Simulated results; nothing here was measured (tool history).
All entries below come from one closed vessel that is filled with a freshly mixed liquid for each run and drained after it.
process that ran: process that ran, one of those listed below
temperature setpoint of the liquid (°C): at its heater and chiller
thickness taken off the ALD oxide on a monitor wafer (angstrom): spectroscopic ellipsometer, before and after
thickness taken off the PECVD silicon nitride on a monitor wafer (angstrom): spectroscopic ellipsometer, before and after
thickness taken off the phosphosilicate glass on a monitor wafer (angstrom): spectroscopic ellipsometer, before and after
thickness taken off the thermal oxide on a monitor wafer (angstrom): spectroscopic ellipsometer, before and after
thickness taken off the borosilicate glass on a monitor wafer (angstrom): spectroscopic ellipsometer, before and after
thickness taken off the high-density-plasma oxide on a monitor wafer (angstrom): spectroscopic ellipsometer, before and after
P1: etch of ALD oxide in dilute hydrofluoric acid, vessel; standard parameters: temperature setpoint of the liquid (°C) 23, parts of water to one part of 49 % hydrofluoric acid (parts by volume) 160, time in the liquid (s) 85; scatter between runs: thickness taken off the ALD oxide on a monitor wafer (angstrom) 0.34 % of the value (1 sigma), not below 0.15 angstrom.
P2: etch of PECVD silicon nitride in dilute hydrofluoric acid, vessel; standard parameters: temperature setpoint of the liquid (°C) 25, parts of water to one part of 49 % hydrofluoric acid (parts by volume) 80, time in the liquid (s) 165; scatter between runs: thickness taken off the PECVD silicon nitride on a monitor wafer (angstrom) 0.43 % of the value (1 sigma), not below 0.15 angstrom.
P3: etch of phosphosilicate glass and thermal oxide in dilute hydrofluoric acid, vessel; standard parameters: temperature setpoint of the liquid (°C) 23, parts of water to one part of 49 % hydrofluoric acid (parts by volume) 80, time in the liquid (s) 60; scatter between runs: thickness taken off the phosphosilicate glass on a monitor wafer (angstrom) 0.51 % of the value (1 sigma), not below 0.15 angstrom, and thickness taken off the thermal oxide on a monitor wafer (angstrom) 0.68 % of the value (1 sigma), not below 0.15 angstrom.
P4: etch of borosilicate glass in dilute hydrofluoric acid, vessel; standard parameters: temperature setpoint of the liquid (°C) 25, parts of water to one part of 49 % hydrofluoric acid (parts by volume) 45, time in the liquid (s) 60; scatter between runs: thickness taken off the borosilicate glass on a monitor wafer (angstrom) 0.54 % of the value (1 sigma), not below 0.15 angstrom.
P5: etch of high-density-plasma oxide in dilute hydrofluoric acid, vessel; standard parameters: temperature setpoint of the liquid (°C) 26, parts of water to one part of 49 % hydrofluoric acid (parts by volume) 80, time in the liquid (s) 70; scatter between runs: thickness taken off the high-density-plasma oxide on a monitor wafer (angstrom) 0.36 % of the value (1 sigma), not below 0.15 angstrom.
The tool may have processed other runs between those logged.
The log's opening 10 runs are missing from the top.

run	day	process that ran	temperature setpoint of the liquid (°C)	parts of water to one part of 49 % hydrofluoric acid (parts by volume)	time in the liquid (s)	hours since the thermometer was replaced	hours since the hydrofluoric acid flow meter was replaced	thickness taken off the ALD oxide on a monitor wafer (angstrom)	thickness taken off the PECVD silicon nitride on a monitor wafer (angstrom)	thickness taken off the phosphosilicate glass on a monitor wafer (angstrom)	thickness taken off the thermal oxide on a monitor wafer (angstrom)	thickness taken off the borosilicate glass on a monitor wafer (angstrom)	thickness taken off the high-density-plasma oxide on a monitor wafer (angstrom)
11	2.533	P5	20	80	70	1480.7	356.3						73.292
12	2.742	P5	26	80	135	1485.7	361.3						179.73
13	2.925	P4	25	45	115	1490.1	365.7					740.53	
14	3.112	P4	25	45	60	1494.6	370.2					386.57	
15	3.429	P1	23	220	30	1502.2	377.8	15.651					
16	3.592	P5	26	45	70	1506.1	381.7						174.13
17	3.921	P4	25	20	60	1514	389.6					899.99	
18	4.233	P4	30	45	60	1521.5	397.1					471.01	
19	4.512	P1	23	160	85	1528.2	403.8	64.114					
20	4.717	P3	27	80	60	1533.1	408.7			1347.4	41.75		
21	4.896	P3	23	135	60	1537.4	413			637.86	19.74		
22	5.125	P2	18.5	80	165	1542.9	418.5		46.391				
23	5.358	P1	23	160	85	1548.5	424.1	64.705					
24	5.575	P2	25	80	255	1553.7	429.3		112.08				
25	5.879	P3	23	80	60	1561	436.6			1156.3	34.807		
26	6.138	P2	25	80	165	1567.2	442.8		72.183				
27	6.358	P1	23	160	85	1572.5	448.1	64.097					
28	6.65	P1	23	160	125	1579.5	455.1	94.503					
29	6.883	P5	26	80	70	1585.1	460.7						92.784
30	7.183	P2	25	140	165	1592.3	467.9		41.524				
31	7.375	P1	18.5	160	85	1596.9	472.5	53.754					
32	7.558	P1	23	160	85	1601.3	476.9	63.934					

Estimate the outcome of run 33 from the log above:
33	7.846	P1	23	160	85	1608.2	483.8	?					

{"run 33": {"thickness taken off the ALD oxide on a monitor wafer (angstrom)": 63.617}}
